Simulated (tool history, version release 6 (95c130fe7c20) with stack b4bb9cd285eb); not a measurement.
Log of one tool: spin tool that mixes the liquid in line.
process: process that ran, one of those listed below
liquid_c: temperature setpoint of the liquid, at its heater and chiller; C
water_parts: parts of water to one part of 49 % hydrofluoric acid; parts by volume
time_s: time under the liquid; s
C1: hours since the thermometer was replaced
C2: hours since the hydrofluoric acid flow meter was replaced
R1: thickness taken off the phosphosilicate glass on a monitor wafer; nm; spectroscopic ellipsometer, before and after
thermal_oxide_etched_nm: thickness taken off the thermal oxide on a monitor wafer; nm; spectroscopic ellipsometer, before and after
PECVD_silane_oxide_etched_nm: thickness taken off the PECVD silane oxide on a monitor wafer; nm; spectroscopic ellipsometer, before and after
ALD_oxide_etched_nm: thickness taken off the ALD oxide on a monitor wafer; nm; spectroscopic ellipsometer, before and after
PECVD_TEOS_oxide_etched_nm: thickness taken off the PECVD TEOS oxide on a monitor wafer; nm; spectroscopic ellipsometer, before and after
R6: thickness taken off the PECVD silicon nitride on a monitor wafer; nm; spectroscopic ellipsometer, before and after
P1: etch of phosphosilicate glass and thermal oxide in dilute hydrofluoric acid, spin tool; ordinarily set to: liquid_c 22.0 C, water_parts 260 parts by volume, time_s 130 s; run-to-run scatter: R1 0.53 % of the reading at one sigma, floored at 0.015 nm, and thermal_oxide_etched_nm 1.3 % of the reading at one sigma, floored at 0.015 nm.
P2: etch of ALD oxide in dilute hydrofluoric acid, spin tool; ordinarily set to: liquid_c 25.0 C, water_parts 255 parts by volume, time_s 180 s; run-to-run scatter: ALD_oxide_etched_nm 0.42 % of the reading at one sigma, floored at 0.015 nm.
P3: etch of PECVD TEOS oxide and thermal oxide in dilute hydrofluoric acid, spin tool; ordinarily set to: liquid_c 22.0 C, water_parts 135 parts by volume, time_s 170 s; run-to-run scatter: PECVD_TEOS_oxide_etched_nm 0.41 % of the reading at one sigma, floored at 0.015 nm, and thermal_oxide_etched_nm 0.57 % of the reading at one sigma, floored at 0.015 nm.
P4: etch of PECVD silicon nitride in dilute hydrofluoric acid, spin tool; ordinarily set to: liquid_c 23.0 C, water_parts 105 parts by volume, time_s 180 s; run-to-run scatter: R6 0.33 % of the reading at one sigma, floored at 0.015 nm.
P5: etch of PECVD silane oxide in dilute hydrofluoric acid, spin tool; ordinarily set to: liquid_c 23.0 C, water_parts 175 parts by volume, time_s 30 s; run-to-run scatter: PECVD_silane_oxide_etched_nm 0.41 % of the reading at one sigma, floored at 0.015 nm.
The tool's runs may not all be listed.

Run 1, hour 9.1: process P1, liquid_c 22.0 C, water_parts 260 parts by volume, time_s 130 s; C1 96.4; C2 435.1. Result: R1 24.2730 nm, thermal_oxide_etched_nm 1.72140 nm.
Run 2, hour 19.4: process P1, liquid_c 22.0 C, water_parts 260 parts by volume, time_s 130 s; C1 106.7; C2 445.4. Result: R1 24.0950 nm, thermal_oxide_etched_nm 1.78460 nm.
Run 3, hour 26.3: process P1, liquid_c 22.0 C, water_parts 260 parts by volume, time_s 130 s; C1 113.6; C2 452.3. Result: R1 24.1830 nm, thermal_oxide_etched_nm 1.83230 nm.
Run 4, hour 31.5: process P1, liquid_c 22.0 C, water_parts 260 parts by volume, time_s 50 s; C1 118.8; C2 457.5. Result: R1 9.3727 nm, thermal_oxide_etched_nm 0.69906 nm.
Run 5, hour 38.8: process P5, liquid_c 23.0 C, water_parts 270 parts by volume, time_s 30 s; C1 126.1; C2 464.8. Result: PECVD_silane_oxide_etched_nm 3.8665 nm.
Run 6, hour 46.1: process P1, liquid_c 18.5 C, water_parts 425 parts by volume, time_s 130 s; C1 133.4; C2 472.1. Result: R1 11.2040 nm, thermal_oxide_etched_nm 0.81580 nm.
At hour 51.2: thermometer replaced.
Run 7, hour 56.4: process P1, liquid_c 22.0 C, water_parts 260 parts by volume, time_s 245 s; C1 5.3; C2 482.4. Result: R1 45.5340 nm, thermal_oxide_etched_nm 3.34540 nm.
Run 8, hour 62.0: process P2, liquid_c 25.0 C, water_parts 255 parts by volume, time_s 40 s; C1 10.9; C2 488.0. Result: ALD_oxide_etched_nm 2.0854 nm.
Run 9, hour 72.3: process P1, liquid_c 26.5 C, water_parts 260 parts by volume, time_s 130 s; C1 21.2; C2 498.3. Result: R1 28.1320 nm, thermal_oxide_etched_nm 2.07630 nm.
Run 10, hour 82.4: process P1, liquid_c 22.0 C, water_parts 50 parts by volume, time_s 130 s; C1 31.3; C2 508.4. Result: R1 156.9800 nm, thermal_oxide_etched_nm 11.73000 nm.
Run 11, hour 90.9: process P5, liquid_c 28.0 C, water_parts 175 parts by volume, time_s 30 s; C1 39.8; C2 516.9. Result: PECVD_silane_oxide_etched_nm 7.8816 nm.
Run 12, hour 95.7: process P3, liquid_c 22.0 C, water_parts 45 parts by volume, time_s 170 s; C1 44.6; C2 521.7. Result: thermal_oxide_etched_nm 17.52100 nm, PECVD_TEOS_oxide_etched_nm 77.4500 nm.
Run 13, hour 102.2: process P1, liquid_c 22.0 C, water_parts 260 parts by volume, time_s 130 s; C1 51.1; C2 528.2. Result: R1 23.9370 nm, thermal_oxide_etched_nm 1.76430 nm.
Run 14, hour 108.8: process P3, liquid_c 29.0 C, water_parts 135 parts by volume, time_s 170 s; C1 57.7; C2 534.8. Result: thermal_oxide_etched_nm 6.80080 nm, PECVD_TEOS_oxide_etched_nm 30.4970 nm.
Run 15, hour 114.1: process P3, liquid_c 22.0 C, water_parts 135 parts by volume, time_s 170 s; C1 63.0; C2 540.1. Result: thermal_oxide_etched_nm 5.27100 nm, PECVD_TEOS_oxide_etched_nm 23.2700 nm.
Run 16, hour 123.4: process P2, liquid_c 25.0 C, water_parts 255 parts by volume, time_s 180 s; C1 72.3; C2 549.4. Result: ALD_oxide_etched_nm 9.3206 nm.
Run 17, hour 129.8: process P5, liquid_c 23.0 C, water_parts 175 parts by volume, time_s 15 s; C1 78.7; C2 555.8. Result: PECVD_silane_oxide_etched_nm 3.3184 nm.
Run 18, hour 137.4: process P4, liquid_c 23.0 C, water_parts 105 parts by volume, time_s 360 s; C1 86.3; C2 563.4. Result: R6 14.5010 nm.
Run 19, hour 146.4: process P2, liquid_c 29.0 C, water_parts 255 parts by volume, time_s 180 s; C1 95.3; C2 572.4. Result: ALD_oxide_etched_nm 10.7880 nm.
At hour 152.5: hydrofluoric acid flow meter replaced.
Run 20, hour 153.1: process P4, liquid_c 23.0 C, water_parts 105 parts by volume, time_s 180 s; C1 102.0; C2 0.6. Result: R6 7.2823 nm.
Run 21, hour 163.0: process P3, liquid_c 22.0 C, water_parts 135 parts by volume, time_s 55 s; C1 111.9; C2 10.5. Result: thermal_oxide_etched_nm 1.68940 nm, PECVD_TEOS_oxide_etched_nm 7.5416 nm.
Run 22, hour 170.5: process P1, liquid_c 17.0 C, water_parts 260 parts by volume, time_s 130 s; C1 119.4; C2 18.0. Result: R1 19.8900 nm, thermal_oxide_etched_nm 1.47360 nm.
Run 23, hour 177.8: process P5, liquid_c 23.0 C, water_parts 175 parts by volume, time_s 30 s; C1 126.7; C2 25.3. Result: PECVD_silane_oxide_etched_nm 6.6228 nm.
Run 24, hour 183.8: process P4, liquid_c 23.0 C, water_parts 50 parts by volume, time_s 180 s; C1 132.7; C2 31.3. Result: R6 15.0630 nm.
Run 25, hour 194.9: process P4, liquid_c 28.0 C, water_parts 105 parts by volume, time_s 180 s; C1 143.8; C2 42.4. Result: R6 10.0210 nm.
Run 26, hour 202.0: process P2, liquid_c 25.0 C, water_parts 40 parts by volume, time_s 180 s; C1 150.9; C2 49.5. Result: ALD_oxide_etched_nm 76.4810 nm.
Run 27, hour 208.6: process P1, liquid_c 22.0 C, water_parts 465 parts by volume, time_s 130 s; C1 157.5; C2 56.1. Result: R1 11.2940 nm, thermal_oxide_etched_nm 0.81525 nm.
Run 28, hour 214.4: process P4, liquid_c 23.0 C, water_parts 105 parts by volume, time_s 180 s; C1 163.3; C2 61.9. Result: R6 7.2699 nm.
Run 29, hour 220.3: process P1, liquid_c 22.0 C, water_parts 260 parts by volume, time_s 130 s; C1 169.2; C2 67.8. Result: R1 23.9610 nm, thermal_oxide_etched_nm 1.70320 nm.
Run 30, hour 228.6: process P1, liquid_c 22.0 C, water_parts 260 parts by volume, time_s 130 s; C1 177.5; C2 76.1. Result: R1 24.6990 nm, thermal_oxide_etched_nm 1.84080 nm.
Run 31, hour 236.6: process P1, liquid_c 22.0 C, water_parts 260 parts by volume, time_s 130 s; C1 185.5; C2 84.1. Result: R1 25.2500 nm, thermal_oxide_etched_nm 1.84520 nm.
Run 32, hour 242.2: process P1, liquid_c 22.0 C, water_parts 260 parts by volume, time_s 130 s; C1 191.1; C2 89.7. Result: R1 25.2170 nm, thermal_oxide_etched_nm 1.86890 nm.
Run 33, hour 249.9: process P1, liquid_c 22.0 C, water_parts 260 parts by volume, time_s 130 s; C1 198.8; C2 97.4. Result: R1 25.4940 nm, thermal_oxide_etched_nm 1.93430 nm.
Run 34, hour 256.7: process P1, liquid_c 22.0 C, water_parts 260 parts by volume, time_s 130 s; C1 205.6; C2 104.2. Result: R1 25.4780 nm, thermal_oxide_etched_nm 1.86110 nm.
Run 35, hour 267.5: process P1, liquid_c 22.0 C, water_parts 260 parts by volume, time_s 130 s; C1 216.4; C2 115.0. Result: R1 25.5370 nm, thermal_oxide_etched_nm 1.88390 nm.

The output of P1 has drifted from where it used to be. Each of the 2 causes below, taken at the size shown beside it, accounts for the log equally well:
A: liquid hotter than its thermometer reads (K) = 1.51
B: hydrofluoric acid flow above the setpoint (%) = 4.46
The drift started at roughly hour 220.3.

Of the 4 check runs listed below, each run on one wafer and each result written as a question mark, which would let you distinguish the listed causes because they would give clearly different results?
Run check 1, hour 278.3: process P4, liquid_c 26.0 C, water_parts 105 parts by volume, time_s 355 s. Result: R6 ?.
Run check 2, hour 278.3: process P5, liquid_c 23.0 C, water_parts 230 parts by volume, time_s 30 s. Result: PECVD_silane_oxide_etched_nm ?.
Run check 3, hour 278.3: process P3, liquid_c 22.0 C, water_parts 135 parts by volume, time_s 60 s. Result: thermal_oxide_etched_nm ?, PECVD_TEOS_oxide_etched_nm ?.
Run check 4, hour 278.3: process P2, liquid_c 25.0 C, water_parts 110 parts by volume, time_s 180 s. Result: ALD_oxide_etched_nm ?.

If the cause were each of the candidates in turn, the checks would give the following:
  check                        result     if A     if B
check 1                            R6  19.2580  18.2500
check 2  PECVD_silane_oxide_etched_nm   5.0090   5.0030
check 3       thermal_oxide_etched_nm  1.96110  1.94350
check 3    PECVD_TEOS_oxide_etched_nm   8.6980   8.6200
check 4           ALD_oxide_etched_nm  27.0130  26.7730
Smallest distance between any two causes, each pair judged by its most separating result, in per cent: check 1 5.38 %; check 2 0.12 %; check 3 0.9 %; check 4 0.89 %
Only in check 1 would the causes give clearly different results; in the remaining checks their results would be nearly the same.

With check 1 done, the readings were: R6 18.3030 nm. Identify which of the listed causes applies.

It is B: hydrofluoric acid flow above the setpoint (%).
